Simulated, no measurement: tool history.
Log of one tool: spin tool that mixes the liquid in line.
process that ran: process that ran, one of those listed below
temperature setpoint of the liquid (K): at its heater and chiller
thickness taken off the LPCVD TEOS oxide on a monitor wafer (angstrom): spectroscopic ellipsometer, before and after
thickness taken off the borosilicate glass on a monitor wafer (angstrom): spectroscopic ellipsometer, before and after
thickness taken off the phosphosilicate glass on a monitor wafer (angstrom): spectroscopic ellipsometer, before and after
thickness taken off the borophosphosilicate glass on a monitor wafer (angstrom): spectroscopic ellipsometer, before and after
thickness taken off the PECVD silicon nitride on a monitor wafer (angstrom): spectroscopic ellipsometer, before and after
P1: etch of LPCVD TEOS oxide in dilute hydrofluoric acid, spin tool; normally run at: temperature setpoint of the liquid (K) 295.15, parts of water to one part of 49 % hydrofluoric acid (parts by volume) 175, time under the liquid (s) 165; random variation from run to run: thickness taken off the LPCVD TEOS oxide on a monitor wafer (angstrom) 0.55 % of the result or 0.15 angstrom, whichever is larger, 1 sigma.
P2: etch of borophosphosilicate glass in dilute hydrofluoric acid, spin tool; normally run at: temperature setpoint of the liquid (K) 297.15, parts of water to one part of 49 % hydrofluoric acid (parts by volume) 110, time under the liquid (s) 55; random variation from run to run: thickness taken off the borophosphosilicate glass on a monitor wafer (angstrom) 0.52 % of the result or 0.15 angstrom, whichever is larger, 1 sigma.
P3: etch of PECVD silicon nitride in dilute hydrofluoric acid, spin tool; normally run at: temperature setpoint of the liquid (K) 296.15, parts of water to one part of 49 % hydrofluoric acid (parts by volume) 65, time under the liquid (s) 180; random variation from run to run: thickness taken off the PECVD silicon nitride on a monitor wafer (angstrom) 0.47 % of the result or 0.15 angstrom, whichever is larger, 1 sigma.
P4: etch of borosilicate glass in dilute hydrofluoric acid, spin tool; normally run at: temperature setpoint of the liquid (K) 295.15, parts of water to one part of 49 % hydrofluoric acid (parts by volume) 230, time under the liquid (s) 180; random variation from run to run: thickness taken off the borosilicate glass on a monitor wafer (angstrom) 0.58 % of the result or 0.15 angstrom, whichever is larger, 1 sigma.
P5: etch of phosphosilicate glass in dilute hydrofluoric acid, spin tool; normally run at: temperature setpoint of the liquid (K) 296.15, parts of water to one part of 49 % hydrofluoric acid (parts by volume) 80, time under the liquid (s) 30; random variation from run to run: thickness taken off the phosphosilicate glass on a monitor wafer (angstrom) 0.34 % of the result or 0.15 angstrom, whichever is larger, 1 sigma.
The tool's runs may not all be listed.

run     day  process that ran  temperature setpoint of the liquid (K)  parts of water to one part of 49 % hydrofluoric acid (parts by volume)  time under the liquid (s)  hours since the thermometer was replaced  hours since the hydrofluoric acid flow meter was replaced  thickness taken off the LPCVD TEOS oxide on a monitor wafer (angstrom)  thickness taken off the borosilicate glass on a monitor wafer (angstrom)  thickness taken off the phosphosilicate glass on a monitor wafer (angstrom)  thickness taken off the borophosphosilicate glass on a monitor wafer (angstrom)  thickness taken off the PECVD silicon nitride on a monitor wafer (angstrom)
  1   0.358                P1                                  295.15                                                                     175                        165                                     526.5                                                      676.7                                                                  175.16
  2   0.842                P4                                  295.15                                                                     230                        180                                     538.1                                                      688.3                                                                                                                                             182.7
  3   1.183                P5                                  296.15                                                                      80                         30                                     546.3                                                      696.5                                                                                                                                                                                                                         225.42
  4   1.779                P5                                  296.15                                                                      80                         15                                     560.6                                                      710.8                                                                                                                                                                                                                         111.96
  5   2.417                P1                                  295.15                                                                     175                        165                                     575.9                                                      726.1                                                                  174.88
  6   3.096                P1                                  295.15                                                                     175                        165                                     592.2                                                      742.4                                                                   176.6
  7   3.492                P4                                  295.15                                                                      70                        180                                     601.7                                                      751.9                                                                                                                                            714.03
  8   3.821                P2                                  297.15                                                                      50                         55                                     609.6                                                      759.8                                                                                                                                                                                                                                                                                                          583.78
  9   4.338                P5                                  296.15                                                                      80                         30                                       622                                                      772.2                                                                                                                                                                                                                         226.78
 10   4.721                P3                                  296.15                                                                      20                        180                                     631.2                                                      781.4                                                                                                                                                                                                                                                                                                                                                                                       214.42
 11   5.162                P1                                  295.15                                                                     175                        305                                     641.8                                                        792                                                                  328.05
 12   5.829                P2                                  297.15                                                                     110                         30                                     657.8                                                        808                                                                                                                                                                                                                                                                                                          133.49
 13   6.558                P1                                  295.15                                                                     175                         25                                     675.3                                                      825.5                                                                  26.786
 14   7.054                P3                                  290.15                                                                      65                        180                                     687.2                                                      837.4                                                                                                                                                                                                                                                                                                                                                                                       45.658
 15   7.812                P4                                  290.15                                                                     230                        180                                     705.4                                                      855.6                                                                                                                                            151.99
 16   8.517                P1                                  295.15                                                                     175                        165                                     722.3                                                      872.5                                                                  176.83
 17   9.012                P1                                  295.15                                                                     315                         90                                     734.2                                                      884.4                                                                  46.443
 18     9.6                P4                                  295.15                                                                     230                         75                                     748.3                                                      898.5                                                                                                                                            76.716
 19  10.046                P5                                  296.15                                                                     145                         30                                       759                                                      909.2                                                                                                                                                                                                                         114.53
 20  10.571                P5                                  290.15                                                                      80                         30                                     771.6                                                      921.8                                                                                                                                                                                                                         175.26
 21  11.267                P1                                  295.15                                                                     285                        165                                     788.3                                                      938.5                                                                  96.922
 22  11.967                P3                                  296.15                                                                      65                        180                                     805.1                                                      955.3                                                                                                                                                                                                                                                                                                                                                                                       67.861
 23  12.721                P1                                  290.15                                                                     175                        165                                     823.2                                                      973.4                                                                  144.45
 24  13.258                P1                                  295.15                                                                     175                        165                                     836.1                                                      986.3                                                                  177.19
 25  13.658                P1                                  295.15                                                                     175                        165                                     845.7                                                      995.9                                                                  174.66
 26  14.279                P1                                  300.65                                                                     175                        300                                     860.6                                                     1010.8                                                                  393.96
 27  14.771                P2                                  297.15                                                                     110                         55                                     872.4                                                     1022.6                                                                                                                                                                                                                                                                                                          247.41
 28  15.342                P2                                  304.15                                                                     110                         55                                     886.1                                                     1036.3                                                                                                                                                                                                                                                                                                          319.13
 29  15.838                P4                                  295.15                                                                     230                        180                                       898                                                     1048.2                                                                                                                                            183.65
 30  16.267                P1                                  295.15                                                                      40                        165                                     908.3                                                     1058.5                                                                  902.17
 31  16.775                P3                                  296.15                                                                      65                         15                                     920.5                                                     1070.7                                                                                                                                                                                                                                                                                                                                                                                       5.5004
 32  17.517                P1                                  302.65                                                                     175                        165                                     938.3                                                     1088.5                                                                  231.91
 33  17.933                P1                                  295.15                                                                     175                        165                                     948.3                                                     1098.5                                                                  176.14
 34  18.625                P1                                  295.15                                                                     175                        165                                     964.9                                                     1115.1                                                                  185.31
 35  19.117                P1                                  295.15                                                                     175                        165                                     976.7                                                     1126.9                                                                  188.48
 36  19.717                P1                                  295.15                                                                     175                        165                                     991.1                                                     1141.3                                                                   188.3
 37  20.129                P1                                  295.15                                                                     175                        165                                      1001                                                     1151.2                                                                  190.17
 38   20.55                P1                                  295.15                                                                     175                        165                                    1011.1                                                     1161.3                                                                  188.66
 39  21.242                P1                                  295.15                                                                     175                        165                                    1027.7                                                     1177.9                                                                  190.16

What P1 gives has crept away from where it was. These 2 causes fit the log equally well, each at the size given:
A: hydrofluoric acid flow above the setpoint (%) = 7.32
B: liquid hotter than its thermometer reads (K) = 2.2
The creep began at about day 17.933.

4 check runs are offered, one wafer each, their results left as question marks. Which one tells the causes apart?
check 1  21.933                P4                                  295.15                                                                     110                        180                                                                                                                                                                                                                                                      ?
check 2  21.933                P3                                  296.15                                                                      35                        180                                                                                                                                                                                                                                                                                                                                                                                                                                                                                                 ?
check 3  21.933                P2                                  297.15                                                                      70                         30                                                                                                                                                                                                                                                                                                                                                                                                                    ?
check 4  21.933                P5                                  290.65                                                                     140                         30                                                                                                                                                                                                                                                                                                                                   ?

What each check would give under each cause:
  check                                                                           result    if A    if B
check 1         thickness taken off the borosilicate glass on a monitor wafer (angstrom)  473.82  477.59
check 2      thickness taken off the PECVD silicon nitride on a monitor wafer (angstrom)  134.52  145.84
check 3  thickness taken off the borophosphosilicate glass on a monitor wafer (angstrom)  238.99  241.77
check 4      thickness taken off the phosphosilicate glass on a monitor wafer (angstrom)  104.16  105.11
How far apart the two closest causes lie, in the result that separates them most: check 1 0.79 %; check 2 8.09 %; check 3 1.16 %; check 4 0.91 %
Check 2 tells the causes apart: in the others they would give nearly the same result.

Check 2 was then run and gave: thickness taken off the PECVD silicon nitride on a monitor wafer (angstrom) 145.69. Which cause is it?

It is B: liquid hotter than its thermometer reads (K).

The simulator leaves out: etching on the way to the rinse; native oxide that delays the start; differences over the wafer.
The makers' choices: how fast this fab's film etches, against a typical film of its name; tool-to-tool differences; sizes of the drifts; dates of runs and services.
